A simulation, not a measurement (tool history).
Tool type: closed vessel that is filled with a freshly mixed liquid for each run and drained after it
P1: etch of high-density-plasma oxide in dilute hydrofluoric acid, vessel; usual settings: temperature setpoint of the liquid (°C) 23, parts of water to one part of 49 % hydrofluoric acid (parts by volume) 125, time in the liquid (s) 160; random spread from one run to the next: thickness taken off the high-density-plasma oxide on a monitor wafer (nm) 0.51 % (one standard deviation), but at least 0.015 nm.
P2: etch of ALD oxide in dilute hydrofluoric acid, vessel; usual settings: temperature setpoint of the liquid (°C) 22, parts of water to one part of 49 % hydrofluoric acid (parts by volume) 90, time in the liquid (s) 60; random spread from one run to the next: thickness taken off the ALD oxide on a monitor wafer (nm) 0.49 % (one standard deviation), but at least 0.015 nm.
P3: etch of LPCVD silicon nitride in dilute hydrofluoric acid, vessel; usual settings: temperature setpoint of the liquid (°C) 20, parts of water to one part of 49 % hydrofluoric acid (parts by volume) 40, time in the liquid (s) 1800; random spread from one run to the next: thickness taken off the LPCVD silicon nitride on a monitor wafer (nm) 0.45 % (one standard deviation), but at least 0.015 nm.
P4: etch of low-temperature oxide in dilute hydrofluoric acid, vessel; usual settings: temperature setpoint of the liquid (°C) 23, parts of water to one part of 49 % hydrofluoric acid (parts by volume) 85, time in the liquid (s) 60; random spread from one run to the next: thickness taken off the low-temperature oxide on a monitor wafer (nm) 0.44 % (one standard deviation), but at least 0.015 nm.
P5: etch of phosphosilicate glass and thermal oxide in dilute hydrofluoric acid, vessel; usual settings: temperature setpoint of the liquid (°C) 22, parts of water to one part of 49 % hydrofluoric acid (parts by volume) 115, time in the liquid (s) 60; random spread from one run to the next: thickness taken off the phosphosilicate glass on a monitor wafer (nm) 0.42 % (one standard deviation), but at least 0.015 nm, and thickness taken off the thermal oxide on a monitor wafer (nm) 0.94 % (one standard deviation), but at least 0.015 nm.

run   hour  process that ran  temperature setpoint of the liquid (°C)  parts of water to one part of 49 % hydrofluoric acid (parts by volume)  time in the liquid (s)  thickness taken off the high-density-plasma oxide on a monitor wafer (nm)  thickness taken off the ALD oxide on a monitor wafer (nm)  thickness taken off the phosphosilicate glass on a monitor wafer (nm)  thickness taken off the thermal oxide on a monitor wafer (nm)  thickness taken off the LPCVD silicon nitride on a monitor wafer (nm)  thickness taken off the low-temperature oxide on a monitor wafer (nm)
  1   15.1                P1                                       23                                                                     125                     160                                                                     6.2911
  2   24.8                P1                                       19                                                                     125                     160                                                                     5.3579
  3   38.6                P1                                     27.5                                                                     190                     160                                                                     4.5543
  4   57.4                P2                                       22                                                                      90                     115                                                                                                                                12.468
  5   66.8                P2                                       22                                                                      90                      60                                                                                                                                6.4831
  6   83.4                P5                                       22                                                                     185                      60                                                                                                                                                                                                       44.408                                                         1.3091
  7   98.2                P3                                       20                                                                      25                    1800                                                                                                                                                                                                                                                                                                                                              22.88
  8  107.9                P4                                       23                                                                      85                      60                                                                                                                                                                                                                                                                                                                                                                                                                    15.109
  9  122.9                P1                                       23                                                                     195                     160                                                                     3.7476
 10  139.4                P1                                       23                                                                     125                     160                                                                     6.2515
 11    156                P2                                       22                                                                      90                      60                                                                                                                                6.5137
 12  169.8                P4                                       23                                                                      85                     115                                                                                                                                                                                                                                                                                                                                                                                                                    28.988
 13  182.2                P4                                       17                                                                      85                      60                                                                                                                                                                                                                                                                                                                                                                                                                    11.856
 14  191.3                P1                                       23                                                                     210                     225                                                                     4.7864
 15  205.2                P1                                       27                                                                     125                     160                                                                     7.3724
 16  224.6                P5                                       22                                                                     115                      60                                                                                                                                                                                                       76.963                                                         2.2294
 17  236.8                P3                                       20                                                                      40                    3140                                                                                                                                                                                                                                                                                                                                             25.536
 18  252.6                P5                                       17                                                                     115                      60                                                                                                                                                                                                       62.884                                                         1.8773
 19  268.1                P1                                       23                                                                     125                      65                                                                     2.5199
 20  277.9                P2                                       30                                                                      90                      60                                                                                                                                8.8891
 21  289.3                P1                                       23                                                                     125                     160                                                                     6.3002
 22  303.3                P3                                       20                                                                      40                    1800                                                                                                                                                                                                                                                                                                                                             14.679
 23  315.5                P5                                       22                                                                     115                      30                                                                                                                                                                                                       38.825                                                         1.1618
 24  325.5                P1                                       23                                                                     200                      40                                                                    0.92168
 25    337                P4                                       23                                                                      40                      60                                                                                                                                                                                                                                                                                                                                                                                                                    34.097
 26  352.4                P3                                     25.5                                                                      40                    1800                                                                                                                                                                                                                                                                                                                                             21.278
 27  362.2                P1                                       23                                                                     125                     250                                                                     9.7338
 28    378                P1                                       23                                                                     125                     160                                                                     6.2186
 29  394.2                P2                                       22                                                                      25                      60                                                                                                                                25.277
 30  410.9                P3                                       20                                                                      40                    1800                                                                                                                                                                                                                                                                                                                                             14.713
 31  420.3                P4                                       23                                                                      85                      60                                                                                                                                                                                                                                                                                                                                                                                                                    15.174
 32  439.2                P1                                       23                                                                      60                     160                                                                     14.025
 33  457.3                P1                                       23                                                                     125                     160                                                                     6.2283
 34  476.5                P1                                       23                                                                     125                     160                                                                     6.0035
 35  490.6                P1                                       23                                                                     125                     160                                                                     6.0053
 36    501                P1                                       23                                                                     125                     160                                                                     5.9404
 37  515.2                P1                                       23                                                                     125                     160                                                                     5.9247
 38  524.5                P1                                       23                                                                     125                     160                                                                     5.9333
 39  539.6                P1                                       23                                                                     125                     160                                                                     5.8733
 40  557.5                P1                                       23                                                                     125                     160                                                                     5.8717
 41  574.7                P1                                       23                                                                     125                     160                                                                     5.8303
 42  584.6                P1                                       23                                                                     125                     160                                                                     5.8345

Compared with where it was, what P1 gives has crept away. Each cause listed below fits the log as well as the rest, at the size given for it:
A: hydrofluoric acid flow below the setpoint (%) = 5.56
B: liquid colder than its thermometer reads (K) = 1.66
The onset of the drift is placed at about hour 457.3.

Of the 4 check runs listed below, each run on one wafer and each result written as a question mark, which would let you distinguish the listed causes because they would give clearly different results?
check 1  594.5                P5                                     17.5                                                                     115                      30                                                                                                                                                                                                            ?                                                              ?
check 2  594.5                P2                                       30                                                                      90                     110                                                                                                                                     ?
check 3  594.5                P4                                     19.5                                                                      85                      80                                                                                                                                                                                                                                                                                                                                                                                                                         ?
check 4  594.5                P3                                       20                                                                      40                    3025                                                                                                                                                                                                                                                                                                                                                  ?

If the cause were each of the candidates in turn, the checks would give the following:
  check                                                                 result     if A     if B
check 1  thickness taken off the phosphosilicate glass on a monitor wafer (nm)   30.113   29.948
check 1          thickness taken off the thermal oxide on a monitor wafer (nm)  0.88934  0.88446
check 2              thickness taken off the ALD oxide on a monitor wafer (nm)    15.28   15.303
check 3  thickness taken off the low-temperature oxide on a monitor wafer (nm)   16.418   16.305
check 4  thickness taken off the LPCVD silicon nitride on a monitor wafer (nm)   23.239   21.859
Per-check spread between the two closest causes, in the result where they differ most: check 1 0.55 %; check 2 0.15 %; check 3 0.69 %; check 4 6.12 %
Check 4 distinguishes between the causes, while the remaining checks would return nearly the same result for all of them.

Check 4 was carried out, with these results: thickness taken off the LPCVD silicon nitride on a monitor wafer (nm) 23.221. Which of the listed causes is responsible?

The correct cause is A, namely: hydrofluoric acid flow below the setpoint (%).
